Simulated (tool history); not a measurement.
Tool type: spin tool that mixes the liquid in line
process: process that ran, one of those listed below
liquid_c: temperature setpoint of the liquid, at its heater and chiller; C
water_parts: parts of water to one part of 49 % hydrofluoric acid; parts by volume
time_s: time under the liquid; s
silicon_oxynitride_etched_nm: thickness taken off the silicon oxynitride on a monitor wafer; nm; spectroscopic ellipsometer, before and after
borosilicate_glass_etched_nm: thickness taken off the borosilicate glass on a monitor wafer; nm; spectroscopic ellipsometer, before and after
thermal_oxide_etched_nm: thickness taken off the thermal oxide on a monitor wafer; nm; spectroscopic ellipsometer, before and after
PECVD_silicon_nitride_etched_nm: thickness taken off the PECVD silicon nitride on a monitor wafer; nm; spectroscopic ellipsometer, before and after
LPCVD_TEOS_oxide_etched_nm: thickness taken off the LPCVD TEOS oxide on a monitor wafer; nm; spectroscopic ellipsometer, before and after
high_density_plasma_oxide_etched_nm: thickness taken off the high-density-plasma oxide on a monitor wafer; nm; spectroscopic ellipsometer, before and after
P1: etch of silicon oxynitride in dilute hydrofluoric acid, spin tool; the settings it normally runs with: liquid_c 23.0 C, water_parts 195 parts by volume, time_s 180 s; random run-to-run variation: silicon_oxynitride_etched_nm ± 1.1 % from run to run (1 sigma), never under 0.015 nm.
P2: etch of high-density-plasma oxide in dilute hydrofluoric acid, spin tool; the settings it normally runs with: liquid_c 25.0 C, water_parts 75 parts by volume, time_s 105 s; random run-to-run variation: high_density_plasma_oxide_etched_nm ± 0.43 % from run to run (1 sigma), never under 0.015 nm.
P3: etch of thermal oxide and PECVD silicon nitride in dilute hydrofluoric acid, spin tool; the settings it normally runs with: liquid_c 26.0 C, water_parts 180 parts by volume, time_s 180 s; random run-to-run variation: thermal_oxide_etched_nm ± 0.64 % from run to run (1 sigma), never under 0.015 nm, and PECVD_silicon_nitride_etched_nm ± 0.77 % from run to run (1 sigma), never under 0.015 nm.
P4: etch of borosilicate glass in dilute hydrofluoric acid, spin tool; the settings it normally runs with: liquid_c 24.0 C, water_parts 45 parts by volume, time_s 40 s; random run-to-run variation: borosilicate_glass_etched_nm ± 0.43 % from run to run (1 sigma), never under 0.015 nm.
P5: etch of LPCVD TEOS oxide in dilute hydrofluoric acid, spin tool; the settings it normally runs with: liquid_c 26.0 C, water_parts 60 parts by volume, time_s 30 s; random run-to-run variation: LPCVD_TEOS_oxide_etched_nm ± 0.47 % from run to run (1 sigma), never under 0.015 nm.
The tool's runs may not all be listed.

run	hour	process	liquid_c	water_parts	time_s	silicon_oxynitride_etched_nm	borosilicate_glass_etched_nm	thermal_oxide_etched_nm	PECVD_silicon_nitride_etched_nm	LPCVD_TEOS_oxide_etched_nm	high_density_plasma_oxide_etched_nm
1	9.6	P1	23.0	195	180	2.02390					
2	18.6	P4	24.0	75	40		27.465				
3	36.9	P3	26.0	180	180			4.4343	2.8031		
4	56.0	P1	18.5	195	180	1.66080					
5	71.3	P1	23.0	195	360	4.10110					
# hour 82.1: thermometer replaced
6	89.1	P4	24.0	45	70		82.485				
7	100.4	P5	26.0	60	30					18.129	
8	108.8	P4	20.0	45	40		40.227				
9	122.4	P2	31.0	75	105						11.4150
10	138.4	P1	23.0	115	180	3.57870					
11	157.6	P1	23.0	195	180	2.04220					
12	171.5	P1	23.0	195	180	2.01310					
13	180.9	P2	25.0	25	105						28.9380
14	198.8	P3	26.0	180	80			1.9964	1.2145		
15	209.4	P5	26.0	20	30					58.351	
16	226.7	P5	26.0	60	45					27.367	
17	240.6	P1	23.0	195	180	2.03720					
18	258.0	P5	19.5	60	30					13.934	
19	274.7	P1	23.0	195	180	2.05240					
20	293.7	P1	23.0	95	15	0.38497					
21	302.9	P3	30.0	180	180			5.2050	3.5587		
22	313.9	P4	24.0	45	40		47.670				
23	326.0	P1	23.0	195	180	2.00000					
24	341.4	P1	23.0	195	180	2.01490					
25	353.0	P1	23.0	300	180	1.20620					
26	363.2	P3	26.0	180	180			4.4795	2.7510		
27	378.3	P2	25.0	75	105						9.0546

Expected results for the next run?
28	397.0	P1	30.5	195	180	?					

silicon_oxynitride_etched_nm: 2.74990 nm

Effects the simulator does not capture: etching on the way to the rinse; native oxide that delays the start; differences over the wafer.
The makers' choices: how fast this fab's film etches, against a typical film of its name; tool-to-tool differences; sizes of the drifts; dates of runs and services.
